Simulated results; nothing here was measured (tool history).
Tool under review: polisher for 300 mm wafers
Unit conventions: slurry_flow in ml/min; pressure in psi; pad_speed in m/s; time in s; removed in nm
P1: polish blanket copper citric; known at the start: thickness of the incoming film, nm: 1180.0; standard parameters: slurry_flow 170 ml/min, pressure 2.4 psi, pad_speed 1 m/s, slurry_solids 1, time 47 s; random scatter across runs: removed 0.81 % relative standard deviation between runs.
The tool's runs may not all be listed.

run   hour  slurry_flow  pressure  pad_speed  slurry_solids  time  wafers polished on this pad  hours since the slurry nozzle was cleaned  hours since the head pressure was calibrated  hours since the slurry blender was calibrated  removed
  1   14.6          170       2.4          1              1    47                          835                                      302.4                                         810.4                                          135.5   77.022
  2   25.4          170       3.5          1            1.4    47                          971                                      313.2                                         821.2                                          146.3   119.56
  3   35.4          170       3.7          1              1    47                         1096                                      323.2                                         831.2                                          156.3   116.57
  4   48.6          170       2.4          1              1    47                         1262                                      336.4                                         844.4                                          169.5   76.048
  5     58          170       2.4       1.58              1    47                         1380                                      345.8                                         853.8                                          178.9   117.32
  6   66.7          170       2.4        1.5              1    29                         1489                                      354.5                                         862.5                                          187.6   69.506
  7   81.8          170       2.4          1            1.3    47                         1679                                      369.6                                         877.6                                          202.7    79.58
  8   95.7          170       2.4          1           0.55    32                         1853                                      383.5                                         891.5                                          216.6   45.392
  9  108.5          170       2.4          1              1    47                         2014                                      396.3                                         904.3                                          229.4   75.432
 10  125.5          170       1.1          1              1    47                         2227                                      413.3                                         921.3                                          246.4   35.935
 11  138.5          170       2.4          1              1    47                         2390                                      426.3                                         934.3                                          259.4   75.075
 12  149.4          170       2.4          1              1    47                         2527                                      437.2                                         945.2                                          270.3   76.302
 13  166.3          170       2.4          1              1    60                         2739                                      454.1                                         962.1                                          287.2   96.275
 14  183.5          170       2.4       0.66              1    47                         2955                                      471.3                                         979.3                                          304.4   50.603
 15    201          265       2.4          1              1    47                         3175                                      488.8                                         996.8                                          321.9   80.565
 16  208.9          170       2.4          1            0.5    47                         3274                                      496.7                                        1004.7                                          329.8   65.128
 17  224.6          100       2.4          1              1    47                         3471                                      512.4                                        1020.4                                          345.5   68.428
 18  234.8          170       2.4          1              1    31                         3599                                      522.6                                        1030.6                                          355.7    49.87
 19  249.2          170       2.4          1              1    47                         3780                                        537                                          1045                                          370.1   73.863
 20  265.8          170       2.4          1              1    47                         3988                                      553.6                                        1061.6                                          386.7   76.328
 21  282.9          170       2.4          1              1    47                         4203                                      570.7                                        1078.7                                          403.8   72.265
 22    300          170       2.4          1              1    47                         4418                                      587.8                                        1095.8                                          420.9   71.347
 23  318.2          170       2.4          1              1    47                         4646                                        606                                          1114                                          439.1   70.266
 24  327.6          170       2.4          1              1    47                         4764                                      615.4                                        1123.4                                          448.5   71.432
 25  335.7          170       2.4          1              1    47                         4866                                      623.5                                        1131.5                                          456.6   69.875
     351.2  -- slurry blender recalibrated
 26  352.1          170       2.4          1              1    47                         5072                                      639.9                                        1147.9                                              1   69.596
 27  364.2          170       2.4          1              1    47                         5224                                        652                                          1160                                           13.1   70.025
     370.8  -- worn pad replaced by a new one
 28  378.6          170       2.4          1              1    47                           98                                      666.4                                        1174.4                                           27.5   70.161
 29  391.8          170       2.4          1              1    47                          264                                      679.6                                        1187.6                                           40.7   68.702
 30  408.5          170       2.4          1              1    47                          474                                      696.3                                        1204.3                                           57.4   68.755
 31  418.6          170       2.4          1              1    47                          600                                      706.4                                        1214.4                                           67.5    68.74

Compared with where it was, what P1 gives has crept away. Each cause listed below fits the log as well as the rest, at the size given for it:
A: slurry flow missing at the pad, % = 37.9
B: head's pressure below its setpoint, % = 9.06
At approximately hour 265.8, the process output began to creep.
Why every other cause is out:
removal rate lost through wear of the pad, %: work on it at hour 370.8, done after the drift set in, did not restore what the process gave before
abrasive missing from the slurry, %: work on it at hour 351.2, done after the drift set in, did not restore what the process gave before

4 check runs are offered, each on 5 wafers whose results are averaged, their results left as question marks. Which one tells the causes apart?
check 1  428.7          170       3.4          1           0.55    47                                                                                                                                                                             ?
check 2  428.7          170       1.3          1            1.2    47                                                                                                                                                                             ?
check 3  428.7          170       1.1          1              1    57                                                                                                                                                                             ?
check 4  428.7          260       2.4          1              1    47                                                                                                                                                                             ?

Outcome of each check run for each possible cause:
  check   result    if A    if B
check 1  removed   85.45  85.379
check 2  removed  39.777  39.872
check 3  removed  39.622  39.753
check 4  removed  74.874  72.667
Per check, the gap between the least separated pair of causes, taken in the result that splits them most: check 1 0.08 %; check 2 0.24 %; check 3 0.33 %; check 4 2.99 %
Check 4 distinguishes between the causes, while the remaining checks would return nearly the same result for all of them.

Check 4 was carried out, with these results: removed 74.331 nm. Which of the listed causes is responsible?

A is the cause: slurry flow missing at the pad, %.
